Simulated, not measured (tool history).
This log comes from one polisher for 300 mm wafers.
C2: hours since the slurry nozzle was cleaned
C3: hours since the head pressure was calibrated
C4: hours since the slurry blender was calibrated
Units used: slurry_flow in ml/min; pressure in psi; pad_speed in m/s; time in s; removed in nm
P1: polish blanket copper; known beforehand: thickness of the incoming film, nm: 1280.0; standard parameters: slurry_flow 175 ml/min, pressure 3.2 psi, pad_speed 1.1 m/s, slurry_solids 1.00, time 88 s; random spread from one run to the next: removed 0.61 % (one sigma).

{"run": 1, "hour": 12.2, "slurry_flow": 175, "pressure": 3.2, "pad_speed": 1.1, "slurry_solids": 1.0, "time": 88, "wafers polished on this pad": 537, "C2": 450.8, "C3": 142.9, "C4": 140.3, "removed": 316.47}
{"run": 2, "hour": 23.7, "slurry_flow": 175, "pressure": 3.2, "pad_speed": 1.1, "slurry_solids": 1.0, "time": 137, "wafers polished on this pad": 603, "C2": 462.3, "C3": 154.4, "C4": 151.8, "removed": 488.32}
{"run": 3, "hour": 38.4, "slurry_flow": 175, "pressure": 3.2, "pad_speed": 1.1, "slurry_solids": 1.0, "time": 88, "wafers polished on this pad": 687, "C2": 477.0, "C3": 169.1, "C4": 166.5, "removed": 317.76}
{"run": 4, "hour": 47.3, "slurry_flow": 105, "pressure": 3.2, "pad_speed": 1.1, "slurry_solids": 1.0, "time": 88, "wafers polished on this pad": 738, "C2": 485.9, "C3": 178.0, "C4": 175.4, "removed": 289.29}
{"run": 5, "hour": 54.2, "slurry_flow": 175, "pressure": 4.7, "pad_speed": 1.1, "slurry_solids": 1.0, "time": 88, "wafers polished on this pad": 777, "C2": 492.8, "C3": 184.9, "C4": 182.3, "removed": 467.22}
{"hour": 62.9, "done": "head pressure recalibrated"}
{"run": 6, "hour": 68.6, "slurry_flow": 175, "pressure": 3.2, "pad_speed": 1.1, "slurry_solids": 1.0, "time": 51, "wafers polished on this pad": 859, "C2": 507.2, "C3": 5.8, "C4": 196.7, "removed": 184.52}
{"run": 7, "hour": 82.3, "slurry_flow": 175, "pressure": 3.2, "pad_speed": 1.1, "slurry_solids": 1.0, "time": 88, "wafers polished on this pad": 937, "C2": 520.9, "C3": 19.5, "C4": 210.4, "removed": 319.71}
{"run": 8, "hour": 94.0, "slurry_flow": 175, "pressure": 1.7, "pad_speed": 1.1, "slurry_solids": 1.45, "time": 88, "wafers polished on this pad": 1004, "C2": 532.6, "C3": 31.2, "C4": 222.1, "removed": 182.77}
{"run": 9, "hour": 105.3, "slurry_flow": 175, "pressure": 3.2, "pad_speed": 1.7, "slurry_solids": 1.0, "time": 88, "wafers polished on this pad": 1069, "C2": 543.9, "C3": 42.5, "C4": 233.4, "removed": 495.9}
{"run": 10, "hour": 118.6, "slurry_flow": 175, "pressure": 3.2, "pad_speed": 1.1, "slurry_solids": 1.5, "time": 88, "wafers polished on this pad": 1144, "C2": 557.2, "C3": 55.8, "C4": 246.7, "removed": 346.89}
{"run": 11, "hour": 128.1, "slurry_flow": 175, "pressure": 2.0, "pad_speed": 1.1, "slurry_solids": 1.25, "time": 88, "wafers polished on this pad": 1199, "C2": 566.7, "C3": 65.3, "C4": 256.2, "removed": 209.12}
{"run": 12, "hour": 139.6, "slurry_flow": 250, "pressure": 3.2, "pad_speed": 1.1, "slurry_solids": 1.3, "time": 88, "wafers polished on this pad": 1264, "C2": 578.2, "C3": 76.8, "C4": 267.7, "removed": 352.8}
{"run": 13, "hour": 153.6, "slurry_flow": 175, "pressure": 3.2, "pad_speed": 1.1, "slurry_solids": 0.55, "time": 88, "wafers polished on this pad": 1344, "C2": 592.2, "C3": 90.8, "C4": 281.7, "removed": 280.43}
{"run": 14, "hour": 164.4, "slurry_flow": 175, "pressure": 3.2, "pad_speed": 1.1, "slurry_solids": 1.0, "time": 88, "wafers polished on this pad": 1406, "C2": 603.0, "C3": 101.6, "C4": 292.5, "removed": 317.79}
{"run": 15, "hour": 172.7, "slurry_flow": 175, "pressure": 3.2, "pad_speed": 1.1, "slurry_solids": 1.0, "time": 88, "wafers polished on this pad": 1453, "C2": 611.3, "C3": 109.9, "C4": 300.8, "removed": 315.51}
{"run": 16, "hour": 185.4, "slurry_flow": 175, "pressure": 3.2, "pad_speed": 0.7, "slurry_solids": 1.0, "time": 88, "wafers polished on this pad": 1526, "C2": 624.0, "C3": 122.6, "C4": 313.5, "removed": 204.61}
{"run": 17, "hour": 193.3, "slurry_flow": 175, "pressure": 3.2, "pad_speed": 1.1, "slurry_solids": 1.0, "time": 88, "wafers polished on this pad": 1571, "C2": 631.9, "C3": 130.5, "C4": 321.4, "removed": 318.17}
{"run": 18, "hour": 203.1, "slurry_flow": 175, "pressure": 2.2, "pad_speed": 1.1, "slurry_solids": 1.0, "time": 88, "wafers polished on this pad": 1627, "C2": 641.7, "C3": 140.3, "C4": 331.2, "removed": 218.34}
{"run": 19, "hour": 212.6, "slurry_flow": 245, "pressure": 3.2, "pad_speed": 1.1, "slurry_solids": 1.0, "time": 88, "wafers polished on this pad": 1681, "C2": 651.2, "C3": 149.8, "C4": 340.7, "removed": 331.8}
{"run": 20, "hour": 225.1, "slurry_flow": 175, "pressure": 3.2, "pad_speed": 1.1, "slurry_solids": 1.0, "time": 88, "wafers polished on this pad": 1752, "C2": 663.7, "C3": 162.3, "C4": 353.2, "removed": 314.95}
{"run": 21, "hour": 237.0, "slurry_flow": 175, "pressure": 3.2, "pad_speed": 1.1, "slurry_solids": 1.0, "time": 88, "wafers polished on this pad": 1820, "C2": 675.6, "C3": 174.2, "C4": 365.1, "removed": 311.07}
{"run": 22, "hour": 250.6, "slurry_flow": 175, "pressure": 3.2, "pad_speed": 1.1, "slurry_solids": 1.0, "time": 88, "wafers polished on this pad": 1898, "C2": 689.2, "C3": 187.8, "C4": 378.7, "removed": 306.41}
{"run": 23, "hour": 262.3, "slurry_flow": 175, "pressure": 3.2, "pad_speed": 1.1, "slurry_solids": 1.0, "time": 88, "wafers polished on this pad": 1964, "C2": 700.9, "C3": 199.5, "C4": 390.4, "removed": 300.97}
{"hour": 272.1, "done": "slurry blender recalibrated"}
{"run": 24, "hour": 276.4, "slurry_flow": 175, "pressure": 3.2, "pad_speed": 1.1, "slurry_solids": 1.0, "time": 88, "wafers polished on this pad": 2045, "C2": 715.0, "C3": 213.6, "C4": 4.3, "removed": 299.74}
{"hour": 281.0, "done": "head pressure recalibrated"}
{"run": 25, "hour": 289.9, "slurry_flow": 175, "pressure": 3.2, "pad_speed": 1.1, "slurry_solids": 1.0, "time": 88, "wafers polished on this pad": 2122, "C2": 728.5, "C3": 9.0, "C4": 17.8, "removed": 293.37}
{"run": 26, "hour": 298.2, "slurry_flow": 175, "pressure": 3.2, "pad_speed": 1.1, "slurry_solids": 1.0, "time": 88, "wafers polished on this pad": 2169, "C2": 736.8, "C3": 17.3, "C4": 26.1, "removed": 293.28}
{"run": 27, "hour": 310.6, "slurry_flow": 175, "pressure": 3.2, "pad_speed": 1.1, "slurry_solids": 1.0, "time": 88, "wafers polished on this pad": 2240, "C2": 749.2, "C3": 29.7, "C4": 38.5, "removed": 293.41}
{"run": 28, "hour": 320.1, "slurry_flow": 175, "pressure": 3.2, "pad_speed": 1.1, "slurry_solids": 1.0, "time": 88, "wafers polished on this pad": 2294, "C2": 758.7, "C3": 39.2, "C4": 48.0, "removed": 289.7}
{"run": 29, "hour": 329.4, "slurry_flow": 175, "pressure": 3.2, "pad_speed": 1.1, "slurry_solids": 1.0, "time": 88, "wafers polished on this pad": 2347, "C2": 768.0, "C3": 48.5, "C4": 57.3, "removed": 290.59}
{"run": 30, "hour": 342.1, "slurry_flow": 175, "pressure": 3.2, "pad_speed": 1.1, "slurry_solids": 1.0, "time": 88, "wafers polished on this pad": 2420, "C2": 780.7, "C3": 61.2, "C4": 70.0, "removed": 290.76}
{"run": 31, "hour": 357.4, "slurry_flow": 175, "pressure": 3.2, "pad_speed": 1.1, "slurry_solids": 1.0, "time": 88, "wafers polished on this pad": 2507, "C2": 796.0, "C3": 76.5, "C4": 85.3, "removed": 289.56}

P1 no longer gives what it gave before; its output has crept away from where it was. The following 2 causes, each at its listed size, fit the log equally well:
A: slurry flow missing at the pad, % = 39.3
B: removal rate lost through wear of the pad, % = 9.09
The gradual shift began around hour 225.1.
What rules out each remaining cause:
head's pressure below its setpoint, %: serviced at hour 281.0, which brought nothing back
abrasive missing from the slurry, %: serviced at hour 272.1, which brought nothing back

Each of the check runs listed below is run on 3 wafers and reports their average, with the results left as question marks. Pick the one under which the possible causes would lead to clearly different results.
{"run": "check 1", "hour": 372.7, "slurry_flow": 130, "pressure": 3.2, "pad_speed": 1.1, "slurry_solids": 1.0, "time": 109, "removed": "?"}
{"run": "check 2", "hour": 372.7, "slurry_flow": 175, "pressure": 3.2, "pad_speed": 0.84, "slurry_solids": 1.0, "time": 63, "removed": "?"}
{"run": "check 3", "hour": 372.7, "slurry_flow": 175, "pressure": 3.2, "pad_speed": 1.1, "slurry_solids": 1.4, "time": 131, "removed": "?"}
{"run": "check 4", "hour": 372.7, "slurry_flow": 175, "pressure": 3.2, "pad_speed": 1.1, "slurry_solids": 1.25, "time": 88, "removed": "?"}

Check results expected under each cause:
check=check_1 result=removed if_A=330.44 if_B=340.17
check=check_2 result=removed if_A=158.08 if_B=158.06
check=check_3 result=removed if_A=463.28 if_B=463.24
check=check_4 result=removed if_A=303.50 if_B=303.47
Distance between the nearest two causes, measured in the result of the check that separates them most: check 1 2.9 %; check 2 0.01 %; check 3 0.01 %; check 4 0.01 %
Only check 1 tells the causes apart: in the others they would give nearly the same result.

Here is what check 1 returned: removed 332.64 nm. Which cause is it?

A is the cause: slurry flow missing at the pad, %.

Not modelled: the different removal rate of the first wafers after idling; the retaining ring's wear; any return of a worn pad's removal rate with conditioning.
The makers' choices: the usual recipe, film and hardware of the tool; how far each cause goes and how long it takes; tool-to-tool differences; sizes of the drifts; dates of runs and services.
